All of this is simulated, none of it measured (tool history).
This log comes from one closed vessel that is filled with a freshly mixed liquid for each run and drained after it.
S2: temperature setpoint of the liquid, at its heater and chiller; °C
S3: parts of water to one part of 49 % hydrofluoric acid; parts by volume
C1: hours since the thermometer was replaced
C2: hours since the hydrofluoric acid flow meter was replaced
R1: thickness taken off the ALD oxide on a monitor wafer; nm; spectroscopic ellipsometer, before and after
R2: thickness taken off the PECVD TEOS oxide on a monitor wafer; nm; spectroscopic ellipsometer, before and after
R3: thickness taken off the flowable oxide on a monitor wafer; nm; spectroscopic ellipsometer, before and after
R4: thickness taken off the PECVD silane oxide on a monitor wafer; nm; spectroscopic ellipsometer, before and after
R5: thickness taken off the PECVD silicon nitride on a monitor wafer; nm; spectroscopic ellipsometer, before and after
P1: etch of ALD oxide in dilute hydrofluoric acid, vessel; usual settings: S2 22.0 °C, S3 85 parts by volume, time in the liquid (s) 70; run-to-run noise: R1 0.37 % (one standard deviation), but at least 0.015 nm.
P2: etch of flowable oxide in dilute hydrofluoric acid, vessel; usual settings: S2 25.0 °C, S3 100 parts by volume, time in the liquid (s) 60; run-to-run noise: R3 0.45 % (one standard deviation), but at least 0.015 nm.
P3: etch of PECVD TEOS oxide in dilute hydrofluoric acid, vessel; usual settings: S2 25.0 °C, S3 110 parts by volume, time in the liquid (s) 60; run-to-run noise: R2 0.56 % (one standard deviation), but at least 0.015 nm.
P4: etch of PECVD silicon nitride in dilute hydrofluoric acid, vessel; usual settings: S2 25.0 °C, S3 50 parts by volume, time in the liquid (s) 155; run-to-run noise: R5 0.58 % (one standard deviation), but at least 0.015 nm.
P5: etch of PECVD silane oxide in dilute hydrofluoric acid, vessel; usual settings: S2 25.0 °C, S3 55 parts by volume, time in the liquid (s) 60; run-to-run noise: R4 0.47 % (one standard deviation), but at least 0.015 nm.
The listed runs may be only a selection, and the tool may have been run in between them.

{"run": 1, "hour": 8.3, "process that ran": "P1", "S2": 22.0, "S3": 85, "time in the liquid (s)": 70, "C1": 311.8, "C2": 344.7, "R1": 12.12}
{"run": 2, "hour": 15.2, "process that ran": "P3", "S2": 25.0, "S3": 110, "time in the liquid (s)": 60, "C1": 318.7, "C2": 351.6, "R2": 10.886}
{"run": 3, "hour": 21.2, "process that ran": "P2", "S2": 25.0, "S3": 20, "time in the liquid (s)": 60, "C1": 324.7, "C2": 357.6, "R3": 218.72}
{"run": 4, "hour": 26.7, "process that ran": "P2", "S2": 25.0, "S3": 100, "time in the liquid (s)": 60, "C1": 330.2, "C2": 363.1, "R3": 39.374}
{"run": 5, "hour": 36.5, "process that ran": "P3", "S2": 25.0, "S3": 110, "time in the liquid (s)": 90, "C1": 340.0, "C2": 372.9, "R2": 16.281}
{"run": 6, "hour": 45.6, "process that ran": "P1", "S2": 22.0, "S3": 35, "time in the liquid (s)": 70, "C1": 349.1, "C2": 382.0, "R1": 31.353}
{"run": 7, "hour": 50.9, "process that ran": "P5", "S2": 25.0, "S3": 100, "time in the liquid (s)": 60, "C1": 354.4, "C2": 387.3, "R4": 26.138}
{"run": 8, "hour": 55.5, "process that ran": "P1", "S2": 22.0, "S3": 85, "time in the liquid (s)": 70, "C1": 359.0, "C2": 391.9, "R1": 12.067}
{"run": 9, "hour": 63.5, "process that ran": "P2", "S2": 33.0, "S3": 100, "time in the liquid (s)": 60, "C1": 367.0, "C2": 399.9, "R3": 53.419}
{"run": 10, "hour": 70.0, "process that ran": "P1", "S2": 22.0, "S3": 85, "time in the liquid (s)": 70, "C1": 373.5, "C2": 406.4, "R1": 12.113}
{"run": 11, "hour": 79.7, "process that ran": "P1", "S2": 22.0, "S3": 85, "time in the liquid (s)": 110, "C1": 383.2, "C2": 416.1, "R1": 19.059}
{"run": 12, "hour": 87.4, "process that ran": "P2", "S2": 25.0, "S3": 100, "time in the liquid (s)": 60, "C1": 390.9, "C2": 423.8, "R3": 39.562}
{"run": 13, "hour": 94.6, "process that ran": "P3", "S2": 32.0, "S3": 110, "time in the liquid (s)": 60, "C1": 398.1, "C2": 431.0, "R2": 14.169}
{"run": 14, "hour": 103.2, "process that ran": "P1", "S2": 22.0, "S3": 85, "time in the liquid (s)": 70, "C1": 406.7, "C2": 439.6, "R1": 12.096}
{"run": 15, "hour": 112.0, "process that ran": "P4", "S2": 25.0, "S3": 50, "time in the liquid (s)": 155, "C1": 415.5, "C2": 448.4, "R5": 7.0996}
{"run": 16, "hour": 121.8, "process that ran": "P3", "S2": 25.0, "S3": 70, "time in the liquid (s)": 60, "C1": 425.3, "C2": 458.2, "R2": 17.912}
{"run": 17, "hour": 127.7, "process that ran": "P1", "S2": 17.0, "S3": 85, "time in the liquid (s)": 70, "C1": 431.2, "C2": 464.1, "R1": 9.7859}
{"run": 18, "hour": 132.5, "process that ran": "P4", "S2": 25.0, "S3": 25, "time in the liquid (s)": 155, "C1": 436.0, "C2": 468.9, "R5": 14.007}
{"run": 19, "hour": 138.3, "process that ran": "P4", "S2": 25.0, "S3": 50, "time in the liquid (s)": 265, "C1": 441.8, "C2": 474.7, "R5": 12.092}
{"run": 20, "hour": 144.2, "process that ran": "P1", "S2": 28.0, "S3": 85, "time in the liquid (s)": 70, "C1": 447.7, "C2": 480.6, "R1": 15.295}
{"run": 21, "hour": 154.4, "process that ran": "P5", "S2": 25.0, "S3": 55, "time in the liquid (s)": 60, "C1": 457.9, "C2": 490.8, "R4": 50.245}
{"run": 22, "hour": 164.0, "process that ran": "P5", "S2": 18.0, "S3": 55, "time in the liquid (s)": 60, "C1": 467.5, "C2": 500.4, "R4": 37.705}
{"run": 23, "hour": 171.7, "process that ran": "P4", "S2": 32.5, "S3": 50, "time in the liquid (s)": 155, "C1": 475.2, "C2": 508.1, "R5": 11.489}
{"run": 24, "hour": 176.8, "process that ran": "P1", "S2": 28.5, "S3": 35, "time in the liquid (s)": 70, "C1": 480.3, "C2": 513.2, "R1": 40.678}
{"run": 25, "hour": 181.7, "process that ran": "P1", "S2": 22.0, "S3": 150, "time in the liquid (s)": 70, "C1": 485.2, "C2": 518.1, "R1": 6.3774}
{"run": 26, "hour": 191.5, "process that ran": "P2", "S2": 25.0, "S3": 100, "time in the liquid (s)": 85, "C1": 495.0, "C2": 527.9, "R3": 55.767}
{"run": 27, "hour": 197.7, "process that ran": "P1", "S2": 22.0, "S3": 85, "time in the liquid (s)": 70, "C1": 501.2, "C2": 534.1, "R1": 12.182}
{"run": 28, "hour": 208.0, "process that ran": "P1", "S2": 22.0, "S3": 85, "time in the liquid (s)": 30, "C1": 511.5, "C2": 544.4, "R1": 5.1727}
{"run": 29, "hour": 214.9, "process that ran": "P5", "S2": 25.0, "S3": 55, "time in the liquid (s)": 110, "C1": 518.4, "C2": 551.3, "R4": 92.065}
{"run": 30, "hour": 222.8, "process that ran": "P5", "S2": 25.0, "S3": 55, "time in the liquid (s)": 60, "C1": 526.3, "C2": 559.2, "R4": 50.016}
{"run": 31, "hour": 229.6, "process that ran": "P1", "S2": 22.0, "S3": 85, "time in the liquid (s)": 70, "C1": 533.1, "C2": 566.0, "R1": 12.23}
{"run": 32, "hour": 235.0, "process that ran": "P4", "S2": 25.0, "S3": 50, "time in the liquid (s)": 155, "C1": 538.5, "C2": 571.4, "R5": 7.1458}
{"run": 33, "hour": 240.9, "process that ran": "P1", "S2": 22.0, "S3": 85, "time in the liquid (s)": 70, "C1": 544.4, "C2": 577.3, "R1": 12.061}
{"run": 34, "hour": 246.0, "process that ran": "P1", "S2": 22.0, "S3": 85, "time in the liquid (s)": 70, "C1": 549.5, "C2": 582.4, "R1": 12.025}
{"run": 35, "hour": 254.0, "process that ran": "P1", "S2": 22.0, "S3": 85, "time in the liquid (s)": 70, "C1": 557.5, "C2": 590.4, "R1": 12.351}
{"run": 36, "hour": 263.3, "process that ran": "P1", "S2": 22.0, "S3": 85, "time in the liquid (s)": 70, "C1": 566.8, "C2": 599.7, "R1": 12.677}
{"run": 37, "hour": 273.5, "process that ran": "P1", "S2": 22.0, "S3": 85, "time in the liquid (s)": 70, "C1": 577.0, "C2": 609.9, "R1": 12.918}
{"run": 38, "hour": 278.4, "process that ran": "P1", "S2": 22.0, "S3": 85, "time in the liquid (s)": 70, "C1": 581.9, "C2": 614.8, "R1": 12.868}
{"run": 39, "hour": 288.1, "process that ran": "P1", "S2": 22.0, "S3": 85, "time in the liquid (s)": 70, "C1": 591.6, "C2": 624.5, "R1": 12.96}
{"run": 40, "hour": 294.2, "process that ran": "P1", "S2": 22.0, "S3": 85, "time in the liquid (s)": 70, "C1": 597.7, "C2": 630.6, "R1": 13.021}
{"run": 41, "hour": 300.7, "process that ran": "P1", "S2": 22.0, "S3": 85, "time in the liquid (s)": 70, "C1": 604.2, "C2": 637.1, "R1": 13.097}
{"run": 42, "hour": 310.8, "process that ran": "P1", "S2": 22.0, "S3": 85, "time in the liquid (s)": 70, "C1": 614.3, "C2": 647.2, "R1": 13.048}
{"run": 43, "hour": 316.8, "process that ran": "P1", "S2": 22.0, "S3": 85, "time in the liquid (s)": 70, "C1": 620.3, "C2": 653.2, "R1": 13.119}
{"run": 44, "hour": 326.2, "process that ran": "P1", "S2": 22.0, "S3": 85, "time in the liquid (s)": 70, "C1": 629.7, "C2": 662.6, "R1": 13.087}
{"run": 45, "hour": 336.6, "process that ran": "P1", "S2": 22.0, "S3": 85, "time in the liquid (s)": 70, "C1": 640.1, "C2": 673.0, "R1": 13.126}

What P1 gives has crept away from where it was. These 2 causes fit the log equally well, each at the size given:
A: liquid hotter than its thermometer reads (K) = 2.02
B: hydrofluoric acid flow above the setpoint (%) = 7.71
The creep began at about hour 246.0.

4 check runs are offered, one wafer each, their results left as question marks. Which one tells the causes apart?
{"run": "check 1", "hour": 347.0, "process that ran": "P2", "S2": 25.0, "S3": 100, "time in the liquid (s)": 60, "R3": "?"}
{"run": "check 2", "hour": 347.0, "process that ran": "P4", "S2": 25.0, "S3": 50, "time in the liquid (s)": 155, "R5": "?"}
{"run": "check 3", "hour": 347.0, "process that ran": "P3", "S2": 25.0, "S3": 110, "time in the liquid (s)": 60, "R2": "?"}
{"run": "check 4", "hour": 347.0, "process that ran": "P5", "S2": 25.0, "S3": 55, "time in the liquid (s)": 60, "R4": "?"}

What each check would give under each cause:
check=check_1 result=R3 if_A=42.739 if_B=42.944
check=check_2 result=R5 if_A=8.1094 if_B=7.6263
check=check_3 result=R2 if_A=11.776 if_B=11.848
check=check_4 result=R4 if_A=54.778 if_B=54.679
Smallest distance between any two causes, each pair judged by its most separating result, in per cent: check 1 0.48 %; check 2 6.14 %; check 3 0.61 %; check 4 0.18 %
Check 2 tells the causes apart: in the others they would give nearly the same result.

Check 2 was then run and gave: R5 8.0578 nm. Which cause is it?

The cause is A: liquid hotter than its thermometer reads (K).
